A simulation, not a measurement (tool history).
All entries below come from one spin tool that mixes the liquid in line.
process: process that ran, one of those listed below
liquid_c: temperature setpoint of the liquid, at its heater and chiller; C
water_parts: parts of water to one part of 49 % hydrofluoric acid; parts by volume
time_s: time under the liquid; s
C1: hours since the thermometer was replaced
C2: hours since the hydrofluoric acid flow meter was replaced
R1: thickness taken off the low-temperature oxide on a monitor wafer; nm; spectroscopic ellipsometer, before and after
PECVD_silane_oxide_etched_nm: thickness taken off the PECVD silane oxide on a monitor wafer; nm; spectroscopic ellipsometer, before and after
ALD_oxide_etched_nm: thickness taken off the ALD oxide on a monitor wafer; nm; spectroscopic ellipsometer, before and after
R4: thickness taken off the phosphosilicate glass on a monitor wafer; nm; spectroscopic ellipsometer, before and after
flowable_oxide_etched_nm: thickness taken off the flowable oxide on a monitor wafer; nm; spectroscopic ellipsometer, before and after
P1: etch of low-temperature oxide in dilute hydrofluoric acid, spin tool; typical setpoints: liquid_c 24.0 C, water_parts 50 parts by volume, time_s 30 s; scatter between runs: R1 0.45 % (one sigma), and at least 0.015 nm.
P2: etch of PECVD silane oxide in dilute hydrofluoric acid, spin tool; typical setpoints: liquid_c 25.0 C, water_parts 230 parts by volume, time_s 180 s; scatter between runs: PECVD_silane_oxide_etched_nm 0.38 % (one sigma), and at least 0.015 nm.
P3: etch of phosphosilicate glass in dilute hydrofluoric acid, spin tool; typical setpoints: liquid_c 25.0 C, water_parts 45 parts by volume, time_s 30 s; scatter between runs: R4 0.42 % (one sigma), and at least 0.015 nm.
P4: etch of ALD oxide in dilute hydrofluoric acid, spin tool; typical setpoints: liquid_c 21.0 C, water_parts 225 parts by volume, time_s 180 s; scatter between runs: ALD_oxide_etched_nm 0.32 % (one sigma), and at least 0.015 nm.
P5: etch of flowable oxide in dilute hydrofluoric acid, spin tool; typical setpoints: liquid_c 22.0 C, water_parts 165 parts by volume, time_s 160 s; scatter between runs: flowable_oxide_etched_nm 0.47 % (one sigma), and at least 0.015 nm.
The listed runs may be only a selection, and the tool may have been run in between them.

{"run": 1, "hour": 3.8, "process": "P1", "liquid_c": 24.0, "water_parts": 50, "time_s": 30, "C1": 316.2, "C2": 262.9, "R1": 16.048}
{"run": 2, "hour": 8.1, "process": "P1", "liquid_c": 24.0, "water_parts": 50, "time_s": 30, "C1": 320.5, "C2": 267.2, "R1": 16.011}
{"run": 3, "hour": 15.1, "process": "P2", "liquid_c": 25.0, "water_parts": 230, "time_s": 180, "C1": 327.5, "C2": 274.2, "PECVD_silane_oxide_etched_nm": 10.554}
{"run": 4, "hour": 19.6, "process": "P4", "liquid_c": 21.0, "water_parts": 225, "time_s": 180, "C1": 332.0, "C2": 278.7, "ALD_oxide_etched_nm": 10.121}
{"run": 5, "hour": 27.9, "process": "P3", "liquid_c": 25.0, "water_parts": 75, "time_s": 30, "C1": 340.3, "C2": 287.0, "R4": 45.038}
{"run": 6, "hour": 33.5, "process": "P5", "liquid_c": 17.0, "water_parts": 165, "time_s": 160, "C1": 345.9, "C2": 292.6, "flowable_oxide_etched_nm": 30.392}
{"run": 7, "hour": 41.2, "process": "P2", "liquid_c": 25.0, "water_parts": 390, "time_s": 180, "C1": 353.6, "C2": 300.3, "PECVD_silane_oxide_etched_nm": 5.3286}
{"run": 8, "hour": 47.6, "process": "P3", "liquid_c": 25.0, "water_parts": 45, "time_s": 30, "C1": 360.0, "C2": 306.7, "R4": 77.726}
{"run": 9, "hour": 54.1, "process": "P4", "liquid_c": 21.0, "water_parts": 225, "time_s": 355, "C1": 366.5, "C2": 313.2, "ALD_oxide_etched_nm": 20.116}
{"run": 10, "hour": 59.6, "process": "P1", "liquid_c": 24.0, "water_parts": 50, "time_s": 30, "C1": 372.0, "C2": 318.7, "R1": 15.915}
{"run": 11, "hour": 66.5, "process": "P1", "liquid_c": 24.0, "water_parts": 70, "time_s": 50, "C1": 378.9, "C2": 325.6, "R1": 18.606}
{"run": 12, "hour": 71.1, "process": "P4", "liquid_c": 17.0, "water_parts": 225, "time_s": 180, "C1": 383.5, "C2": 330.2, "ALD_oxide_etched_nm": 8.6905}
{"run": 13, "hour": 77.7, "process": "P2", "liquid_c": 25.0, "water_parts": 230, "time_s": 355, "C1": 390.1, "C2": 336.8, "PECVD_silane_oxide_etched_nm": 20.864}
{"run": 14, "hour": 82.2, "process": "P5", "liquid_c": 22.0, "water_parts": 165, "time_s": 160, "C1": 394.6, "C2": 341.3, "flowable_oxide_etched_nm": 37.208}
{"run": 15, "hour": 90.5, "process": "P3", "liquid_c": 25.0, "water_parts": 45, "time_s": 30, "C1": 402.9, "C2": 349.6, "R4": 77.844}
{"run": 16, "hour": 97.1, "process": "P1", "liquid_c": 24.0, "water_parts": 20, "time_s": 30, "C1": 409.5, "C2": 356.2, "R1": 41.82}
{"run": 17, "hour": 105.6, "process": "P1", "liquid_c": 24.0, "water_parts": 50, "time_s": 30, "C1": 418.0, "C2": 364.7, "R1": 15.973}
{"run": 18, "hour": 109.5, "process": "P4", "liquid_c": 21.0, "water_parts": 75, "time_s": 180, "C1": 421.9, "C2": 368.6, "ALD_oxide_etched_nm": 35.74}
{"run": 19, "hour": 116.1, "process": "P1", "liquid_c": 24.0, "water_parts": 75, "time_s": 30, "C1": 428.5, "C2": 375.2, "R1": 10.419}
{"run": 20, "hour": 123.2, "process": "P1", "liquid_c": 24.0, "water_parts": 50, "time_s": 60, "C1": 435.6, "C2": 382.3, "R1": 31.921}
{"run": 21, "hour": 130.2, "process": "P1", "liquid_c": 18.0, "water_parts": 50, "time_s": 30, "C1": 442.6, "C2": 389.3, "R1": 12.487}
{"run": 22, "hour": 138.7, "process": "P1", "liquid_c": 31.0, "water_parts": 50, "time_s": 30, "C1": 451.1, "C2": 397.8, "R1": 21.287}
{"run": 23, "hour": 143.1, "process": "P5", "liquid_c": 22.0, "water_parts": 165, "time_s": 160, "C1": 455.5, "C2": 402.2, "flowable_oxide_etched_nm": 37.358}
{"run": 24, "hour": 148.7, "process": "P2", "liquid_c": 25.0, "water_parts": 230, "time_s": 180, "C1": 461.1, "C2": 407.8, "PECVD_silane_oxide_etched_nm": 10.5}
{"run": 25, "hour": 152.4, "process": "P3", "liquid_c": 19.5, "water_parts": 45, "time_s": 30, "C1": 464.8, "C2": 411.5, "R4": 61.73}
{"run": 26, "hour": 157.7, "process": "P1", "liquid_c": 24.0, "water_parts": 50, "time_s": 15, "C1": 470.1, "C2": 416.8, "R1": 8.0386}
{"run": 27, "hour": 165.8, "process": "P2", "liquid_c": 30.0, "water_parts": 230, "time_s": 180, "C1": 478.2, "C2": 424.9, "PECVD_silane_oxide_etched_nm": 12.561}
{"run": 28, "hour": 174.4, "process": "P5", "liquid_c": 22.0, "water_parts": 40, "time_s": 160, "C1": 486.8, "C2": 433.5, "flowable_oxide_etched_nm": 177.04}
{"run": 29, "hour": 179.7, "process": "P1", "liquid_c": 29.5, "water_parts": 20, "time_s": 30, "C1": 492.1, "C2": 438.8, "R1": 52.869}
{"run": 30, "hour": 188.0, "process": "P3", "liquid_c": 25.0, "water_parts": 45, "time_s": 60, "C1": 500.4, "C2": 447.1, "R4": 155.25}
{"run": 31, "hour": 193.8, "process": "P5", "liquid_c": 22.0, "water_parts": 165, "time_s": 45, "C1": 506.2, "C2": 452.9, "flowable_oxide_etched_nm": 10.341}
{"run": 32, "hour": 197.7, "process": "P1", "liquid_c": 24.0, "water_parts": 50, "time_s": 30, "C1": 510.1, "C2": 456.8, "R1": 16.039}
{"run": 33, "hour": 203.2, "process": "P1", "liquid_c": 24.0, "water_parts": 50, "time_s": 30, "C1": 515.6, "C2": 462.3, "R1": 16.007}
{"run": 34, "hour": 208.1, "process": "P1", "liquid_c": 24.0, "water_parts": 50, "time_s": 30, "C1": 520.5, "C2": 467.2, "R1": 15.544}
{"run": 35, "hour": 214.3, "process": "P1", "liquid_c": 24.0, "water_parts": 50, "time_s": 30, "C1": 526.7, "C2": 473.4, "R1": 15.215}
{"run": 36, "hour": 220.0, "process": "P1", "liquid_c": 24.0, "water_parts": 50, "time_s": 30, "C1": 532.4, "C2": 479.1, "R1": 14.898}
{"run": 37, "hour": 225.1, "process": "P1", "liquid_c": 24.0, "water_parts": 50, "time_s": 30, "C1": 537.5, "C2": 484.2, "R1": 14.829}
{"run": 38, "hour": 230.9, "process": "P1", "liquid_c": 24.0, "water_parts": 50, "time_s": 30, "C1": 543.3, "C2": 490.0, "R1": 14.678}
{"run": 39, "hour": 236.8, "process": "P1", "liquid_c": 24.0, "water_parts": 50, "time_s": 30, "C1": 549.2, "C2": 495.9, "R1": 14.696}
{"run": 40, "hour": 243.0, "process": "P1", "liquid_c": 24.0, "water_parts": 50, "time_s": 30, "C1": 555.4, "C2": 502.1, "R1": 14.73}

What P1 gives has crept away from where it was. These 2 causes fit the log equally well, each at the size given:
A: hydrofluoric acid flow below the setpoint (%) = 8.11
B: liquid colder than its thermometer reads (K) = 2.18
The onset of the drift is placed at about hour 203.2.

Each of the 4 check runs below uses one wafer; its results are left as question marks. Which run tells the causes apart?
{"run": "check 1", "hour": 249.2, "process": "P3", "liquid_c": 20.5, "water_parts": 75, "time_s": 30, "R4": "?"}
{"run": "check 2", "hour": 249.2, "process": "P4", "liquid_c": 21.0, "water_parts": 110, "time_s": 335, "ALD_oxide_etched_nm": "?"}
{"run": "check 3", "hour": 249.2, "process": "P2", "liquid_c": 25.0, "water_parts": 335, "time_s": 330, "PECVD_silane_oxide_etched_nm": "?"}
{"run": "check 4", "hour": 249.2, "process": "P5", "liquid_c": 22.0, "water_parts": 55, "time_s": 160, "flowable_oxide_etched_nm": "?"}

Outcome of each check run for each possible cause:
check=check_1 result=R4 if_A=34.033 if_B=34.061
check=check_2 result=ALD_oxide_etched_nm if_A=39.5640 if_B=39.8190
check=check_3 result=PECVD_silane_oxide_etched_nm if_A=10.6790 if_B=11.0970
check=check_4 result=flowable_oxide_etched_nm if_A=115.440 if_B=115.330
Minimum pairwise separation of causes per check, each pair taken at its best-separating result: check 1 0.08 %; check 2 0.64 %; check 3 3.84 %; check 4 0.1 %
Of the check runs offered, only check 3 discriminates between the causes; the rest would read about the same regardless of which cause applies.

Then check 3 was run and gave: PECVD_silane_oxide_etched_nm 10.6820 nm. Which cause is it?

It is A: hydrofluoric acid flow below the setpoint (%).

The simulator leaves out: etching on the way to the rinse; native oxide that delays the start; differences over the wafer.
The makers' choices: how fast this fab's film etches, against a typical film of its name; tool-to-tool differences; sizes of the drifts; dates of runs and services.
